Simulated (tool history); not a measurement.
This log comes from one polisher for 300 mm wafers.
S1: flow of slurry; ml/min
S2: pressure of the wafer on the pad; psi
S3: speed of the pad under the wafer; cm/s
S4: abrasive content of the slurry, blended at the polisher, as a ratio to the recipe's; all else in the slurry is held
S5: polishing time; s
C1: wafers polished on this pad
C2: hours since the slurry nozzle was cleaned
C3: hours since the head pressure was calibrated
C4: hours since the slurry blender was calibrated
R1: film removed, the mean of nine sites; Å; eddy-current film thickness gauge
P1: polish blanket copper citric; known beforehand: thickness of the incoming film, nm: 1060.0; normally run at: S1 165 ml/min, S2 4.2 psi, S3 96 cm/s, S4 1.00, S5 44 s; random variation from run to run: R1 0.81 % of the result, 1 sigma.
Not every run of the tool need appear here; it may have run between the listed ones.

run,day,S1,S2,S3,S4,S5,C1,C2,C3,C4,R1
1,0.625,165,4.2,96,1.00,44,423,472.7,542.7,245.4,1186.10
2,1.217,165,4.2,96,1.00,44,611,486.9,556.9,259.6,1156.30
3,1.746,165,4.2,96,1.45,44,779,499.6,569.6,272.3,1276.60
4,2.054,165,5.7,96,1.00,44,877,507.0,577.0,279.7,1602.40
5,2.496,165,4.2,144,1.00,44,1017,517.6,587.6,290.3,1721.90
6,2.854,210,4.2,96,1.00,44,1131,526.2,596.2,298.9,1218.20
7,3.254,165,4.2,44,1.00,44,1258,535.8,605.8,308.5,556.51
8,3.850,165,4.2,96,1.00,66,1447,550.1,620.1,322.8,1756.30
9,4.258,165,4.2,96,1.00,44,1576,559.9,629.9,332.6,1188.60
10,4.612,165,4.2,144,1.00,21,1689,568.4,638.4,341.1,825.14
11,4.958,165,2.7,96,1.00,44,1798,576.7,646.7,349.4,746.93
12,5.583,165,4.2,96,0.55,44,1997,591.7,661.7,364.4,1031.10
13,6.167,165,4.2,96,1.00,44,2182,605.7,675.7,378.4,1179.40
14,6.708,165,4.2,96,1.00,44,2354,618.7,688.7,391.4,1183.10
15,7.142,165,2.3,96,1.00,66,2491,629.1,699.1,401.8,978.44
# day 7.404: slurry nozzle cleaned
16,7.454,165,4.2,96,1.00,20,2590,1.2,706.6,409.3,538.15
17,7.962,240,4.2,96,0.55,44,2751,13.4,718.8,421.5,1093.10
18,8.292,100,4.2,96,1.00,44,2856,21.3,726.7,429.4,1053.50
19,8.621,165,4.2,96,1.00,44,2960,29.2,734.6,437.3,1179.80
20,9.142,165,4.2,96,1.00,44,3126,41.7,747.1,449.8,1162.80
21,9.617,165,4.2,96,1.00,44,3276,53.1,758.5,461.2,1129.00
22,9.917,165,4.2,96,1.00,44,3372,60.3,765.7,468.4,1142.60
23,10.488,165,4.2,96,1.00,44,3553,74.0,779.4,482.1,1128.10
# day 10.758: worn pad replaced by a new one
24,10.779,165,4.2,96,1.00,44,6,81.0,786.4,489.1,1127.40
25,11.146,165,4.2,96,1.00,44,123,89.8,795.2,497.9,1122.80
# day 11.650: head pressure recalibrated
26,11.750,165,4.2,96,1.00,44,314,104.3,2.4,512.4,1100.80
27,12.121,165,4.2,96,1.00,44,432,113.2,11.3,521.3,1099.40
28,12.667,165,4.2,96,1.00,44,605,126.3,24.4,534.4,1111.40
29,12.954,165,4.2,96,1.00,44,697,133.2,31.3,541.3,1103.60

P1 no longer gives what it gave before; its output has crept away from where it was. The following 2 causes, each at its listed size, fit the log equally well:
A: abrasive missing from the slurry, % = 24.9
B: slurry flow missing at the pad, % = 28
The onset of the drift is placed at about day 8.621.
Why every other cause is out:
removal rate lost through wear of the pad, %: its service at day 10.758 followed the start of the drift and did not put the process back to its old value
head's pressure below its setpoint, %: its service at day 11.650 followed the start of the drift and did not put the process back to its old value

Of the 4 check runs below, each run on 3 wafers with the results averaged and each result still a question mark, which one would tell the listed causes apart?
check 1,13.242,165,2.7,96,0.55,44,,,,,?
check 2,13.242,165,4.2,96,1.00,55,,,,,?
check 3,13.242,100,4.2,54,1.00,44,,,,,?
check 4,13.242,165,5.7,96,1.00,44,,,,,?

Predicted outcomes, by check and by cause:
check,result,if A,if B
check 1,R1,638.90,636.04
check 2,R1,1385.30,1385.40
check 3,R1,572.10,553.10
check 4,R1,1497.00,1497.00
Per-check spread between the two closest causes, in the result where they differ most: check 1 0.45 %; check 2 0 %; check 3 3.38 %; check 4 0 %
Of the check runs offered, only check 3 discriminates between the causes; the rest would read about the same regardless of which cause applies.

Running check 3 produced the following: R1 556.80 Å. Which one of the listed causes fits?

The cause is B: slurry flow missing at the pad, %.

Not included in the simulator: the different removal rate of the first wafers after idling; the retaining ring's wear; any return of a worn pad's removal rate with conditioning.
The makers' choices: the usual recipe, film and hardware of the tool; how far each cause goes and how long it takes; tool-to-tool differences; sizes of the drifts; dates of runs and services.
